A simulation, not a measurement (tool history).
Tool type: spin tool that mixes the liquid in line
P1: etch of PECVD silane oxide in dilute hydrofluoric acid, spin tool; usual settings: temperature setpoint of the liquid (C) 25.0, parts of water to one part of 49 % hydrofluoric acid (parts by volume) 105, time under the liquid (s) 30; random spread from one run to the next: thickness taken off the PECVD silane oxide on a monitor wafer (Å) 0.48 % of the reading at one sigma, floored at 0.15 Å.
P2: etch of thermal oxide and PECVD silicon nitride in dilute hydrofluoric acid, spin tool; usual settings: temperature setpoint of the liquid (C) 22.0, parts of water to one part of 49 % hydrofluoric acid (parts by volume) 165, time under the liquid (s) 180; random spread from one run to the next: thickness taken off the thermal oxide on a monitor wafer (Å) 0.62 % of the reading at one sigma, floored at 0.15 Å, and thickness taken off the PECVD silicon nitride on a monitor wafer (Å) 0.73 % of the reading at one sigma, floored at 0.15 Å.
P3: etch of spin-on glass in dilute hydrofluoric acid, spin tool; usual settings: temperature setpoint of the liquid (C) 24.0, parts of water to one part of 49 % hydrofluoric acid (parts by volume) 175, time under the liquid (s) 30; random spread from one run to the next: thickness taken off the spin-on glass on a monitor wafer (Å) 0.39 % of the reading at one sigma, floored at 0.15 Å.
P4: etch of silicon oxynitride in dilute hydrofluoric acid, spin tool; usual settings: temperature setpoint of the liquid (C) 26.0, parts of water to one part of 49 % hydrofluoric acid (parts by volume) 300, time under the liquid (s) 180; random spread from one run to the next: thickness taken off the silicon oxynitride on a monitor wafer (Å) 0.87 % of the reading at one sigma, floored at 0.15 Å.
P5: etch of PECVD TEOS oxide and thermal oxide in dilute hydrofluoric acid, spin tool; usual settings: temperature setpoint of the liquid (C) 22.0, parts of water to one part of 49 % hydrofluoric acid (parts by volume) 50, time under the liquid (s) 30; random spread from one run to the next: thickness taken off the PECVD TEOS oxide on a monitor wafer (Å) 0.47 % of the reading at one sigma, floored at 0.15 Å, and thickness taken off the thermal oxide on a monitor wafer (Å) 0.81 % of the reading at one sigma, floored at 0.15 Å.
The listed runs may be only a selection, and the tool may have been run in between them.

run   hour  process that ran  temperature setpoint of the liquid (C)  parts of water to one part of 49 % hydrofluoric acid (parts by volume)  time under the liquid (s)  hours since the thermometer was replaced  hours since the hydrofluoric acid flow meter was replaced  thickness taken off the PECVD silane oxide on a monitor wafer (Å)  thickness taken off the thermal oxide on a monitor wafer (Å)  thickness taken off the PECVD silicon nitride on a monitor wafer (Å)  thickness taken off the PECVD TEOS oxide on a monitor wafer (Å)  thickness taken off the spin-on glass on a monitor wafer (Å)  thickness taken off the silicon oxynitride on a monitor wafer (Å)
  1    3.3                P1                                    25.0                                                                     105                         30                                     601.5                                                      187.8                                                             76.086
  2    7.6                P1                                    25.0                                                                     105                         30                                     605.8                                                      192.1                                                             76.699
  3   13.0                P1                                    25.0                                                                     105                         30                                     611.2                                                      197.5                                                             76.059
  4   15.9                P2                                    22.0                                                                     165                         70                                     614.1                                                      200.4                                                                                                                           17.355                                                                14.020
  5   21.6                P1                                    25.0                                                                     145                         15                                     619.8                                                      206.1                                                             26.479
  6   25.2                P2                                    28.0                                                                     165                        180                                     623.4                                                      209.7                                                                                                                           57.342                                                                51.517
  7   29.3                P5                                    22.0                                                                      50                         30                                     627.5                                                      213.8                                                                                                                           27.127                                                                                                                                134.930
  8   33.8                P5                                    22.0                                                                      90                         30                                     632.0                                                      218.3                                                                                                                           14.377                                                                                                                                 71.173
  9   38.2                P3                                    19.0                                                                     175                         30                                     636.4                                                      222.7                                                                                                                                                                                                                                                                                                                                61.836
 10   44.3                P1                                    25.0                                                                     105                         45                                     642.5                                                      228.8                                                            114.820
 11   50.1                P1                                    25.0                                                                     105                         30                                     648.3                                                      234.6                                                             76.790
 12   54.6                P1                                    25.0                                                                     105                         30                                     652.8                                                      239.1                                                             75.688
 13   59.5                P2                                    22.0                                                                     165                        180                                     657.7                                                      244.0                                                                                                                           45.167                                                                35.524
 14   64.8                P1                                    20.5                                                                     105                         30                                     663.0                                                      249.3                                                             63.982
 15   69.0                P4                                    26.0                                                                     300                        180                                     667.2                                                      253.5                                                                                                                                                                                                                                                                                                                                                                                                   26.190
 16   72.1                P4                                    26.0                                                                     440                        180                                     670.3                                                      256.6                                                                                                                                                                                                                                                                                                                                                                                                   15.996
 17   75.8                P5                                    22.0                                                                      50                         15                                     674.0                                                      260.3                                                                                                                           13.515                                                                                                                                 67.402
 18   81.3                P1                                    25.0                                                                     105                         30                                     679.5                                                      265.8                                                             76.164
 19   86.5                P3                                    24.0                                                                     175                         50                                     684.7                                                      271.0                                                                                                                                                                                                                                                                                                                               123.960
 20   89.3                P2                                    22.0                                                                     165                        180                                     687.5                                                      273.8                                                                                                                           45.227                                                                35.409
 21   94.0                P4                                    33.5                                                                     300                        180                                     692.2                                                      278.5                                                                                                                                                                                                                                                                                                                                                                                                   35.267
 22   98.1                P2                                    22.0                                                                     255                        180                                     696.3                                                      282.6                                                                                                                           26.716                                                                23.214
 23  101.1                P3                                    24.0                                                                     240                         30                                     699.3                                                      285.6                                                                                                                                                                                                                                                                                                                                50.211
 24  107.1                P1                                    32.0                                                                     180                         30                                     705.3                                                      291.6                                                             52.818
 25  113.0                P1                                    25.0                                                                     105                         15                                     711.2                                                      297.5                                                             38.583
 26  118.6                P3                                    24.0                                                                     175                         30                                     716.8                                                      303.1                                                                                                                                                                                                                                                                                                                                74.005
 27  124.4                P4                                    26.0                                                                     300                        330                                     722.6                                                      308.9                                                                                                                                                                                                                                                                                                                                                                                                   48.215
 28  127.8                P3                                    24.0                                                                     175                         30                                     726.0                                                      312.3                                                                                                                                                                                                                                                                                                                                74.488

What does the tool deliver on the next run?
 29  132.2                P5                                    17.0                                                                      50                         30                                     730.4                                                      316.7                                                                                                                                ?                                                                                                                                      ?

For run 29 the tool returned thickness taken off the thermal oxide on a monitor wafer (Å) 21.746, thickness taken off the PECVD TEOS oxide on a monitor wafer (Å) 107.590.
